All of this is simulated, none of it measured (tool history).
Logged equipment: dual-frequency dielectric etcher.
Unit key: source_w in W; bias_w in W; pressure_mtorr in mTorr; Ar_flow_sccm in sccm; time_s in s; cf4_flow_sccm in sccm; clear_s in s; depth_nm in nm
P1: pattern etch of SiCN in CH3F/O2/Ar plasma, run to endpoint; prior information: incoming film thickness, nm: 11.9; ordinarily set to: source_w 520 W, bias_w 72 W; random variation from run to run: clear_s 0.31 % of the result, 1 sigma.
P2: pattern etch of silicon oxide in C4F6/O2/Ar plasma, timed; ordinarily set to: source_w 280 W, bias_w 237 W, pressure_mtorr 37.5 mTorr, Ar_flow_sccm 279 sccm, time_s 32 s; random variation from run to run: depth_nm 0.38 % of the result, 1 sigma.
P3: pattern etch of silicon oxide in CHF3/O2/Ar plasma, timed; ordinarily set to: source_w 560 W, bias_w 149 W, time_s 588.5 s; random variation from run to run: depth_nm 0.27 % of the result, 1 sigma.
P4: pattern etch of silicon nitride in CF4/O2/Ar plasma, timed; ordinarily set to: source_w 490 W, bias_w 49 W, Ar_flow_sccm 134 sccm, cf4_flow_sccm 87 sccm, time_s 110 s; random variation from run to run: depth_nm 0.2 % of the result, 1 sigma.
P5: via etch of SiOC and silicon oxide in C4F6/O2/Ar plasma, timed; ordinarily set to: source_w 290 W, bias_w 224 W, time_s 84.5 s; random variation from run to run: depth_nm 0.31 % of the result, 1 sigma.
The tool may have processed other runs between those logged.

| run | hour | process | source_w | bias_w | pressure_mtorr | Ar_flow_sccm | time_s | cf4_flow_sccm | hours since the last wet clean | hours since the last source power generator calibration | hours since the last bias power generator calibration | clear_s | depth_nm |
|---|---|---|---|---|---|---|---|---|---|---|---|---|---|
| 1 | 8.6 | P1 | 520 | 72 |  |  |  |  | 384.8 | 1062.2 | 1889.9 | 28.349 |  |
| 2 | 15.7 | P1 | 520 | 57 |  |  |  |  | 391.9 | 1069.3 | 1897 | 30.71 |  |
| 3 | 21.5 | P2 | 370 | 237 | 37.5 | 279 | 32 |  | 397.7 | 1075.1 | 1902.8 |  | 103.25 |
| 4 | 30.3 | P4 | 490 | 49 |  | 134 | 110 | 114 | 406.5 | 1083.9 | 1911.6 |  | 202.5 |
| 5 | 41.5 | P1 | 520 | 72 |  |  |  |  | 417.7 | 1095.1 | 1922.8 | 28.358 |  |
| 6 | 46.6 | P4 | 490 | 49 |  | 165 | 110 | 87 | 422.8 | 1100.2 | 1927.9 |  | 189.91 |
| 7 | 54.5 | P2 | 280 | 237 | 37.5 | 279 | 43 |  | 430.7 | 1108.1 | 1935.8 |  | 125.47 |
| 8 | 62 | P2 | 280 | 237 | 48.5 | 279 | 32 |  | 438.2 | 1115.6 | 1943.3 |  | 90.98 |
| 9 | 71.4 | P5 | 290 | 164 |  |  | 84.5 |  | 447.6 | 1125 | 1952.7 |  | 83.37 |
| 10 | 77.5 | P1 | 520 | 86 |  |  |  |  | 453.7 | 1131.1 | 1958.8 | 26.574 |  |
| 11 | 84.6 | P4 | 490 | 49 |  | 134 | 110 | 87 | 460.8 | 1138.2 | 1965.9 |  | 194.99 |
| 12 | 90 | P3 | 560 | 149 |  |  | 588.5 |  | 466.2 | 1143.6 | 1971.3 |  | 1062.8 |
|  | 99.6 | bias power generator calibrated |
| 13 | 101.1 | P2 | 280 | 237 | 37.5 | 374 | 32 |  | 477.3 | 1154.7 | 1.6 |  | 90.519 |
| 14 | 109.7 | P4 | 490 | 49 |  | 134 | 146.5 | 87 | 485.9 | 1163.3 | 10.2 |  | 260.37 |
| 15 | 116.3 | P1 | 650 | 53 |  |  |  |  | 492.5 | 1169.9 | 16.8 | 28.774 |  |
| 16 | 122.5 | P5 | 290 | 224 |  |  | 84.5 |  | 498.7 | 1176.1 | 23 |  | 92.532 |
| 17 | 130.5 | P5 | 210 | 224 |  |  | 84.5 |  | 506.7 | 1184.1 | 31 |  | 81.744 |
| 18 | 136.9 | P3 | 560 | 203 |  |  | 588.5 |  | 513.1 | 1190.5 | 37.4 |  | 1182.4 |
| 19 | 141.8 | P1 | 520 | 72 |  |  |  |  | 518 | 1195.4 | 42.3 | 28.368 |  |
| 20 | 151.8 | P5 | 290 | 224 |  |  | 84.5 |  | 528 | 1205.4 | 52.3 |  | 93.179 |
| 21 | 161.8 | P3 | 560 | 149 |  |  | 588.5 |  | 538 | 1215.4 | 62.3 |  | 1070.1 |
| 22 | 173 | P3 | 780 | 149 |  |  | 588.5 |  | 549.2 | 1226.6 | 73.5 |  | 1210.7 |
| 23 | 179.3 | P1 | 330 | 72 |  |  |  |  | 555.5 | 1232.9 | 79.8 | 33.93 |  |
| 24 | 186.8 | P3 | 560 | 149 |  |  | 417 |  | 563 | 1240.4 | 87.3 |  | 754.95 |
| 25 | 196.4 | P4 | 490 | 59 |  | 134 | 110 | 87 | 572.6 | 1250 | 96.9 |  | 209.64 |
| 26 | 205.8 | P1 | 680 | 60 |  |  |  |  | 582 | 1259.4 | 106.3 | 27.287 |  |
| 27 | 211.2 | P1 | 520 | 72 |  |  |  |  | 587.4 | 1264.8 | 111.7 | 28.42 |  |
| 28 | 218.7 | P2 | 280 | 237 | 37.5 | 279 | 32 |  | 594.9 | 1272.3 | 119.2 |  | 93.373 |
| 29 | 223.7 | P1 | 640 | 72 |  |  |  |  | 599.9 | 1277.3 | 124.2 | 26.043 |  |
| 30 | 233.1 | P2 | 280 | 237 | 37.5 | 279 | 32 |  | 609.3 | 1286.7 | 133.6 |  | 93.207 |
| 31 | 240 | P2 | 280 | 320 | 37.5 | 279 | 32 |  | 616.2 | 1293.6 | 140.5 |  | 104.6 |
| 32 | 246.2 | P4 | 300 | 49 |  | 134 | 110 | 87 | 622.4 | 1299.8 | 146.7 |  | 127.86 |
| 33 | 257.2 | P5 | 290 | 224 |  |  | 113.5 |  | 633.4 | 1310.8 | 157.7 |  | 125.28 |
| 34 | 268.1 | P4 | 490 | 49 |  | 134 | 110 | 87 | 644.3 | 1321.7 | 168.6 |  | 194.55 |
| 35 | 276.5 | P1 | 520 | 72 |  |  |  |  | 652.7 | 1330.1 | 177 | 28.36 |  |
| 36 | 284.2 | P1 | 520 | 72 |  |  |  |  | 660.4 | 1337.8 | 184.7 | 28.676 |  |
| 37 | 291.5 | P1 | 520 | 72 |  |  |  |  | 667.7 | 1345.1 | 192 | 28.504 |  |
| 38 | 297.4 | P1 | 520 | 72 |  |  |  |  | 673.6 | 1351 | 197.9 | 28.948 |  |
| 39 | 306.2 | P1 | 520 | 72 |  |  |  |  | 682.4 | 1359.8 | 206.7 | 28.838 |  |
|  | 307.8 | wet clean of the chamber |
| 40 | 317 | P1 | 520 | 72 |  |  |  |  | 9.2 | 1370.6 | 217.5 | 28.943 |  |
| 41 | 326.3 | P1 | 520 | 72 |  |  |  |  | 18.5 | 1379.9 | 226.8 | 28.796 |  |
| 42 | 335.1 | P1 | 520 | 72 |  |  |  |  | 27.3 | 1388.7 | 235.6 | 28.913 |  |
| 43 | 346.2 | P1 | 520 | 72 |  |  |  |  | 38.4 | 1399.8 | 246.7 | 28.842 |  |

The log shows P1 creeping away from where it was. Any of the 2 causes listed here, at the size stated for it, fits the log just as well as the others:
A: source power that arrives under what is set, % = 4.47
B: bias power that arrives under what is set, % = 4.89
The gradual shift began around hour 276.5.
Excluded causes, each with its reason:
chamber walls in a state that lowers the etch rate, %: serviced at hour 307.8, after the change had begun; the process did not return to its earlier output

Of the 4 check runs listed below, each run on one wafer and each result written as a question mark, which would let you distinguish the listed causes because they would give clearly different results?
| check 1 | 357.3 | P2 | 360 | 237 | 37.5 | 279 | 40 |  |  |  |  |  | ? |
| check 2 | 357.3 | P4 | 490 | 49 |  | 134 | 131.5 | 100 |  |  |  |  | ? |
| check 3 | 357.3 | P3 | 750 | 202 |  |  | 588.5 |  |  |  |  |  | ? |
| check 4 | 357.3 | P5 | 230 | 224 |  |  | 84.5 |  |  |  |  |  | ? |

Expected result of each check under each candidate cause:
| check | result | if A | if B |
|---|---|---|---|
| check 1 | depth_nm | 126.4 | 126.49 |
| check 2 | depth_nm | 228.34 | 233.03 |
| check 3 | depth_nm | 1297.9 | 1298.6 |
| check 4 | depth_nm | 83.485 | 83.478 |
Minimum pairwise separation of causes per check, each pair taken at its best-separating result: check 1 0.07 %; check 2 2.03 %; check 3 0.05 %; check 4 0.01 %
Only check 2 tells the causes apart: in the others they would give nearly the same result.

Here is what check 2 returned: depth_nm 227.72 nm. Which cause is it?

The correct cause is A, namely: source power that arrives under what is set, %.
